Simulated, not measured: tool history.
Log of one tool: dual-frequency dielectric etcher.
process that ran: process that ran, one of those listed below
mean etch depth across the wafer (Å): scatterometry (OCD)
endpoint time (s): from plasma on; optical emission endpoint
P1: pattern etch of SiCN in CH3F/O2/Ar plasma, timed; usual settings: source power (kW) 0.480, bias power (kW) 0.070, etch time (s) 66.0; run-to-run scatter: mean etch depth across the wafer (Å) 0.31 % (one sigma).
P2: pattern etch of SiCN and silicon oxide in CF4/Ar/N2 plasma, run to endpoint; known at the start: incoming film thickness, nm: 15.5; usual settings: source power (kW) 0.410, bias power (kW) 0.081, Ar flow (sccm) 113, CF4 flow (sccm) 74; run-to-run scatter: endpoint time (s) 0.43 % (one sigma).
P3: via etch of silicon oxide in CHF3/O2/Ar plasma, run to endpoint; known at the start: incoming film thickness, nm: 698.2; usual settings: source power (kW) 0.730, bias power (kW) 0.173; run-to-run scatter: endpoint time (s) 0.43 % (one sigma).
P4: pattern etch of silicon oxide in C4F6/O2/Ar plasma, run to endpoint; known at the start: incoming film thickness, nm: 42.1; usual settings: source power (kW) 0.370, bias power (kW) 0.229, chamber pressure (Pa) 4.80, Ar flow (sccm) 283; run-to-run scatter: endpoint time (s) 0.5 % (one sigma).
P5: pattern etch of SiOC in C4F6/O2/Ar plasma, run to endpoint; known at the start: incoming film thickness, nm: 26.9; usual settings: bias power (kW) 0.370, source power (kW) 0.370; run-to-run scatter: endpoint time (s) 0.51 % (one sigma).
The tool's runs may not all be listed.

run	hour	process that ran	source power (kW)	bias power (kW)	etch time (s)	Ar flow (sccm)	CF4 flow (sccm)	chamber pressure (Pa)	mean etch depth across the wafer (Å)	endpoint time (s)
1	8.3	P1	0.480	0.070	66.0				272.49	
2	18.5	P1	0.480	0.070	66.0				271.94	
3	26.2	P5	0.370	0.370						10.3480
4	31.1	P1	0.480	0.070	82.5				340.44	
5	39.9	P1	0.480	0.089	66.0				297.27	
6	49.6	P2	0.340	0.081		113	74			22.0480
7	58.5	P4	0.370	0.229		168		4.80		12.0710
8	63.7	P4	0.370	0.161		283		4.80		14.2330
9	73.1	P3	0.730	0.173						332.5100
10	83.5	P4	0.370	0.229		283		4.80		12.7230
11	88.2	P2	0.410	0.081		113	88			18.2940
12	98.0	P4	0.370	0.229		283		6.60		13.2250
13	106.3	P1	0.610	0.070	66.0				296.68	
14	113.4	P3	0.450	0.173						401.1300
15	119.4	P5	0.370	0.491						9.2816
16	125.4	P1	0.480	0.070	66.0				272.53	
17	131.6	P2	0.410	0.105		113	74			17.1010
# hour 140.9: wet clean of the chamber
18	141.3	P1	0.480	0.070	66.0				270.29	
19	146.9	P1	0.480	0.092	96.0				433.84	
20	153.4	P1	0.480	0.070	66.0				272.07	
21	160.9	P4	0.510	0.229		283		4.80		11.3210
22	169.6	P1	0.480	0.070	36.5				149.51	
23	174.8	P1	0.480	0.050	66.0				244.02	
24	184.8	P3	0.730	0.173						331.7500
25	189.3	P3	0.730	0.125						371.0000
26	194.0	P1	0.340	0.070	66.0				236.78	
27	199.8	P1	0.480	0.070	66.0				271.34	
28	206.0	P5	0.470	0.370						9.4794
29	211.8	P2	0.410	0.081		158	74			19.4790
30	217.1	P2	0.410	0.081		113	74			18.5840

The next listed run, before its measurement:
31	222.2	P1	0.480	0.070	66.0				?	

{"run 31": {"mean etch depth across the wafer (Å)": 272.13}}

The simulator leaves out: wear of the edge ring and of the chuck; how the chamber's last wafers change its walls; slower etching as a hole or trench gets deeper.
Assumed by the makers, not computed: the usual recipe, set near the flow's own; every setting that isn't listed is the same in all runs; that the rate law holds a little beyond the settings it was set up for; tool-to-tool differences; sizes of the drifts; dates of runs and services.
